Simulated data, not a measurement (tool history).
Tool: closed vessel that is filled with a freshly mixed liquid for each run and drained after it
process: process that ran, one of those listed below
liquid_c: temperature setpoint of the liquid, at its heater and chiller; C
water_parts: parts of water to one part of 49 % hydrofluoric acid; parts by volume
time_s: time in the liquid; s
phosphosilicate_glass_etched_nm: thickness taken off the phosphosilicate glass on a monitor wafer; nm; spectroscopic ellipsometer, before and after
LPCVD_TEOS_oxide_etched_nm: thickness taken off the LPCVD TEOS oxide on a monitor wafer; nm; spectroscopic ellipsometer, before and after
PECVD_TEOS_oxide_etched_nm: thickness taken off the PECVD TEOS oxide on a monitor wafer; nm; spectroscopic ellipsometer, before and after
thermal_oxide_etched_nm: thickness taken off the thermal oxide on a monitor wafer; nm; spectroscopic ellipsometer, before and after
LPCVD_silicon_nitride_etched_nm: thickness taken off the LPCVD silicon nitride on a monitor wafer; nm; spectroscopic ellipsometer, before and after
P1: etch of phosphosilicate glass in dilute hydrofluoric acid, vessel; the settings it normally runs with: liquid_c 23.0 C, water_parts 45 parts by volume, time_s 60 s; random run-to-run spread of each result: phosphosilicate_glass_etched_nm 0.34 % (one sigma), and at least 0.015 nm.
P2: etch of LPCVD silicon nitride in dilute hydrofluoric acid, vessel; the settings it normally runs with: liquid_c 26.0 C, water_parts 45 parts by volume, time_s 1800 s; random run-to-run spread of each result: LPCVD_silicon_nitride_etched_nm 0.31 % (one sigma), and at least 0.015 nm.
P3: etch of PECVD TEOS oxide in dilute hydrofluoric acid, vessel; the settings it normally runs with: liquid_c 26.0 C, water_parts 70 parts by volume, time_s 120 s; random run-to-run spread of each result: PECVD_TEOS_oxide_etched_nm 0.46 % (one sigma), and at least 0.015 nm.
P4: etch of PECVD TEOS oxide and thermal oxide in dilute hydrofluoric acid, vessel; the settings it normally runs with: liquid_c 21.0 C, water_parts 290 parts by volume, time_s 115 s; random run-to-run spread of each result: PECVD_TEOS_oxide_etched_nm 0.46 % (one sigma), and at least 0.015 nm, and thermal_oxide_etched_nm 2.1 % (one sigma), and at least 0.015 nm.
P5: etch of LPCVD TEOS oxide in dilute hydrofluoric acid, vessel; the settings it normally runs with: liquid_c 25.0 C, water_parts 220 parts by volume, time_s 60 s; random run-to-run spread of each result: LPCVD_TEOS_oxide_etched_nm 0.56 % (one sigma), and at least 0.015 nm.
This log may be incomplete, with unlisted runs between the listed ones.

run     day  process  liquid_c  water_parts  time_s  hours since the thermometer was replaced  hours since the hydrofluoric acid flow meter was replaced  phosphosilicate_glass_etched_nm  LPCVD_TEOS_oxide_etched_nm  PECVD_TEOS_oxide_etched_nm  thermal_oxide_etched_nm  LPCVD_silicon_nitride_etched_nm
  1   0.421       P1      23.0           45      60                                    2051.4                                                      589.1                           261.86
  2   0.833       P1      29.5           45      60                                    2061.3                                                      599.0                           343.83
  3   1.304       P1      23.0           25      60                                    2072.6                                                      610.3                           485.76
  4   1.858       P5      17.0          220      60                                    2085.9                                                      623.6                                                       10.395
  5   2.388       P4      17.0          290     115                                    2098.6                                                      636.3                                                                                   4.7445                  1.11730
  6   2.767       P1      23.0           45      60                                    2107.7                                                      645.4                           263.41
  7   3.075       P5      25.0          220     105                                    2115.1                                                      652.8                                                       24.625
  8   3.379       P3      32.5           70     120                                    2122.4                                                      660.1                                                                                  50.8040
  9   3.821       P3      26.0           20     120                                    2133.0                                                      670.7                                                                                 148.4500
 10   4.167       P1      18.0           45      60                                    2141.3                                                      679.0                           212.79
 11   4.788       P4      21.0           55     115                                    2156.2                                                      693.9                                                                                  37.2850                  9.03450
 12   5.383       P1      23.0           45      60                                    2170.5                                                      708.2                           262.62
 13   5.758       P1      23.0           60      60                                    2179.5                                                      717.2                           192.83
      5.833  -- hydrofluoric acid flow meter replaced
 14   6.275       P1      23.0           45      60                                    2191.9                                                       10.6                           263.88
 15   6.679       P5      25.0          220      60                                    2201.6                                                       20.3                                                       14.170
 16   7.262       P2      31.5           45    1800                                    2215.6                                                       34.3                                                                                                                                             32.753
 17   7.871       P1      17.0           45      30                                    2230.2                                                       48.9                           102.23
 18   8.254       P3      26.0           70     120                                    2239.4                                                       58.1                                                                                  39.6960
 19   8.533       P2      26.0           45    3290                                    2246.1                                                       64.8                                                                                                                                             41.776
 20   8.929       P5      25.0          220      60                                    2255.6                                                       74.3                                                       14.077
 21   9.417       P4      21.0          290     115                                    2267.3                                                       86.0                                                                                   5.5633                  1.35140
 22   9.779       P1      23.0           45      85                                    2276.0                                                       94.7                           372.79
 23  10.271       P2      26.0           20    1800                                    2287.8                                                      106.5                                                                                                                                             50.205
 24  10.746       P2      26.0           45    1800                                    2299.2                                                      117.9                                                                                                                                             22.897
 25  11.233       P4      21.0          290      30                                    2310.9                                                      129.6                                                                                   1.4644                  0.36369
 26  11.658       P1      23.0           45      60                                    2321.1                                                      139.8                           263.11
 27  12.146       P1      23.0           45      30                                    2332.8                                                      151.5                           130.86
 28  12.450       P3      26.0           70     230                                    2340.1                                                      158.8                                                                                  75.7050
 29  12.775       P5      25.0           70      60                                    2347.9                                                      166.6                                                       53.151
 30  13.233       P1      23.0           45      60                                    2358.9                                                      177.6                           261.69
 31  13.554       P1      23.0           45      60                                    2366.6                                                      185.3                           269.05
 32  14.004       P1      23.0           45      60                                    2377.4                                                      196.1                           273.24
 33  14.300       P1      23.0           45      60                                    2384.5                                                      203.2                           278.11
 34  14.767       P1      23.0           45      60                                    2395.7                                                      214.4                           281.09
 35  15.142       P1      23.0           45      60                                    2404.7                                                      223.4                           283.37
 36  15.467       P1      23.0           45      60                                    2412.5                                                      231.2                           282.86
 37  16.054       P1      23.0           45      60                                    2426.6                                                      245.3                           284.63
 38  16.521       P1      23.0           45      60                                    2437.8                                                      256.5                           285.19
 39  17.062       P1      23.0           45      60                                    2450.8                                                      269.5                           285.26
 40  17.588       P1      23.0           45      60                                    2463.4                                                      282.1                           284.15

What P1 gives has crept off from where it sat before. The 2 causes that follow fit the log equally well, each at the size noted:
A: hydrofluoric acid flow above the setpoint (%) = 8.13
B: liquid hotter than its thermometer reads (K) = 2
The drift started at roughly day 13.233.

Question marks stand in for the results of the 4 check runs listed below, each run on one wafer. Under which run would the listed causes show clearly different results?
check 1  18.112       P3      26.0           20     180                                                                                                                                                                                             ?
check 2  18.112       P5      25.0           75     105                                                                                                                                                                 ?
check 3  18.112       P4      17.0           65     115                                                                                                                                                                                             ?                        ?
check 4  18.112       P2      29.5           45    1800                                                                                                                                                                                                                                                       ?

Expected result of each check under each candidate cause:
  check                           result      if A      if B
check 1       PECVD_TEOS_oxide_etched_nm  241.3100  241.9200
check 2       LPCVD_TEOS_oxide_etched_nm    93.651    93.069
check 3       PECVD_TEOS_oxide_etched_nm   28.6660   28.7200
check 3          thermal_oxide_etched_nm   6.95530   6.96840
check 4  LPCVD_silicon_nitride_etched_nm    31.123    32.785
Separation of the two closest causes in each check, using whichever result separates them best: check 1 0.25 %; check 2 0.62 %; check 3 0.19 %; check 4 5.2 %
Only check 4 tells the causes apart: in the others they would give nearly the same result.

Check 4 was carried out, with these results: LPCVD_silicon_nitride_etched_nm 31.094 nm. Which of the listed causes is responsible?

Of the candidate causes, it is A: hydrofluoric acid flow above the setpoint (%).
